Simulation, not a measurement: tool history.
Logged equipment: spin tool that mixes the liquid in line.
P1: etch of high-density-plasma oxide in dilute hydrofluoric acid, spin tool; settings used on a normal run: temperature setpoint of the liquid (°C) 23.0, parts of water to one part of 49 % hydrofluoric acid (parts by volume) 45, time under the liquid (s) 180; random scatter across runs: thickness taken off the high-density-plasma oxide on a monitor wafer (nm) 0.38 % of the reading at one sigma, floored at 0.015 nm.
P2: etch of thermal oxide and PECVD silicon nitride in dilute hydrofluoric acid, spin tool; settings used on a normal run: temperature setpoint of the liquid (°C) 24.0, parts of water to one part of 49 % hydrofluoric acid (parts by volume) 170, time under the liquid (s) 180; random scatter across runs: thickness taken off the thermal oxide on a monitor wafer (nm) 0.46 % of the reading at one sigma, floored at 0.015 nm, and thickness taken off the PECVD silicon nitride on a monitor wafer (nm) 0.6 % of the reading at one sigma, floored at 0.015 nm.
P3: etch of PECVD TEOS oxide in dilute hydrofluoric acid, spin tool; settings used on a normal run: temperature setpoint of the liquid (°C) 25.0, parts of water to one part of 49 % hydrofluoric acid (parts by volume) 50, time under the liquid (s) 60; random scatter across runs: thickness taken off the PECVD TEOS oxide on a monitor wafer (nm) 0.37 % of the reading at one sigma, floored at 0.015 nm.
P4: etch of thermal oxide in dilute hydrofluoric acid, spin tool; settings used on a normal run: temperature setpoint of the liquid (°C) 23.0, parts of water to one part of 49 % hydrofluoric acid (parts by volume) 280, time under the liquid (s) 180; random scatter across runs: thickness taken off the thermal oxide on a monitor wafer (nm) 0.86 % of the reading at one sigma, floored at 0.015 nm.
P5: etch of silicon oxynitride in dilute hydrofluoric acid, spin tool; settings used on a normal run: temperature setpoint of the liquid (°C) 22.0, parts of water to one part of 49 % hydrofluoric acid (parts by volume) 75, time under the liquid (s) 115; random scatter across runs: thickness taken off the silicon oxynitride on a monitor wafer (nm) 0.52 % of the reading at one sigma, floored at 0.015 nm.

run     day  process that ran  temperature setpoint of the liquid (°C)  parts of water to one part of 49 % hydrofluoric acid (parts by volume)  time under the liquid (s)  thickness taken off the high-density-plasma oxide on a monitor wafer (nm)  thickness taken off the thermal oxide on a monitor wafer (nm)  thickness taken off the PECVD silicon nitride on a monitor wafer (nm)  thickness taken off the silicon oxynitride on a monitor wafer (nm)  thickness taken off the PECVD TEOS oxide on a monitor wafer (nm)
  1   0.729                P1                                     23.0                                                                      45                        180                                                                    22.5460
  2   1.117                P2                                     24.0                                                                     170                        180                                                                                                                                   4.49490                                                                3.42890
  3   1.829                P5                                     22.0                                                                     140                        115                                                                                                                                                                                                                                                                              3.37360
  4   2.296                P3                                     25.0                                                                      85                         60                                                                                                                                                                                                                                                                                                                                                 10.428
  5   2.750                P1                                     23.0                                                                      75                        180                                                                    12.9490
  6   3.504                P1                                     30.0                                                                      45                        180                                                                    29.9820
  7   3.892                P1                                     17.0                                                                      45                        180                                                                    17.5820
  8   4.625                P5                                     22.0                                                                      75                        115                                                                                                                                                                                                                                                                              6.70910
  9   5.212                P1                                     23.0                                                                      45                        180                                                                    22.5460
 10   5.900                P2                                     28.0                                                                     170                        180                                                                                                                                   5.20830                                                                4.36020
 11   6.700                P4                                     23.0                                                                      85                        180                                                                                                                                  10.01800
 12   7.462                P5                                     17.0                                                                      75                        115                                                                                                                                                                                                                                                                              5.28560
 13   8.183                P4                                     17.0                                                                     280                        180                                                                                                                                   1.96690
 14   8.929                P1                                     23.0                                                                      45                        360                                                                    45.1970
 15   9.354                P1                                     19.5                                                                      75                        180                                                                    11.2680
 16  10.121                P5                                     22.0                                                                      75                         15                                                                                                                                                                                                                                                                              0.85624
 17  10.642                P1                                     23.0                                                                      45                        180                                                                    22.6910
 18  11.071                P3                                     25.0                                                                      50                         85                                                                                                                                                                                                                                                                                                                                                 26.454
 19  11.838                P1                                     23.0                                                                      30                        180                                                                    34.3380
     11.842  -- hydrofluoric acid flow meter replaced
 20  12.479                P1                                     23.0                                                                      45                        180                                                                    22.4240
 21  13.212                P3                                     19.0                                                                      50                         60                                                                                                                                                                                                                                                                                                                                                 14.485
 22  13.942                P4                                     23.0                                                                     280                         15                                                                                                                                   0.20174
 23  14.488                P1                                     26.5                                                                      25                        180                                                                    48.6760
 24  15.171                P1                                     23.0                                                                      45                         20                                                                     2.5011
 25  15.875                P2                                     24.0                                                                     270                        180                                                                                                                                   2.53960                                                                2.18310
 26  16.592                P2                                     24.0                                                                     170                        180                                                                                                                                   4.47830                                                                3.44440
 27  17.079                P4                                     23.0                                                                     280                        180                                                                                                                                   2.47090
 28  17.854                P1                                     23.0                                                                      45                        180                                                                    22.6860
 29  18.454                P2                                     24.0                                                                     170                         15                                                                                                                                   0.38026                                                                0.27068
 30  19.254                P3                                     25.0                                                                      50                         60                                                                                                                                                                                                                                                                                                                                                 18.500
 31  19.633                P1                                     23.0                                                                      45                        180                                                                    22.5130
 32  20.121                P1                                     23.0                                                                      45                        180                                                                    21.9910
 33  20.550                P1                                     23.0                                                                      45                        180                                                                    21.5360
 34  21.138                P1                                     23.0                                                                      45                        180                                                                    21.3700
 35  21.842                P1                                     23.0                                                                      45                        180                                                                    21.2690
 36  22.650                P1                                     23.0                                                                      45                        180                                                                    21.1090
 37  23.179                P1                                     23.0                                                                      45                        180                                                                    21.1360
 38  23.567                P1                                     23.0                                                                      45                        180                                                                    21.0570

P1 has crept away from where it was. The log is fitted equally well by each of these 2 causes, at the sizes shown:
A: liquid colder than its thermometer reads (K) = 1.64
B: hydrofluoric acid flow below the setpoint (%) = 6.26
At approximately day 19.633, the process output began to creep.

Consider the 4 check runs below, whose results appear as question marks and each of which averages 3 wafers. Which one distinguishes the causes, in that each cause would give it a clearly different result?
check 1  23.954                P5                                     17.0                                                                     135                        115                                                                                                                                                                                                                                                                                    ?
check 2  23.954                P4                                     23.0                                                                     145                        180                                                                                                                                         ?
check 3  23.954                P2                                     24.0                                                                     240                        180                                                                                                                                         ?                                                                      ?
check 4  23.954                P3                                     25.0                                                                      80                         60                                                                                                                                                                                                                                                                                                                                                      ?

How each check would come out, cause by cause:
  check                                                                 result     if A     if B
check 1     thickness taken off the silicon oxynitride on a monitor wafer (nm)  2.56890  2.59790
check 2          thickness taken off the thermal oxide on a monitor wafer (nm)  5.13230  5.07430
check 3          thickness taken off the thermal oxide on a monitor wafer (nm)  2.78260  2.72370
check 3  thickness taken off the PECVD silicon nitride on a monitor wafer (nm)  2.18920  2.27610
check 4       thickness taken off the PECVD TEOS oxide on a monitor wafer (nm)   10.454   10.395
Per check, the gap between the least separated pair of causes, taken in the result that splits them most: check 1 1.12 %; check 2 1.14 %; check 3 3.9 %; check 4 0.57 %
The causes can be told apart only by check 3. The other checks would give nearly the same results under each of them.

Check 3 has now been run. It gave: thickness taken off the thermal oxide on a monitor wafer (nm) 2.79850; thickness taken off the PECVD silicon nitride on a monitor wafer (nm) 2.20570. Which of the candidate causes is it?

A is the cause: liquid colder than its thermometer reads (K).
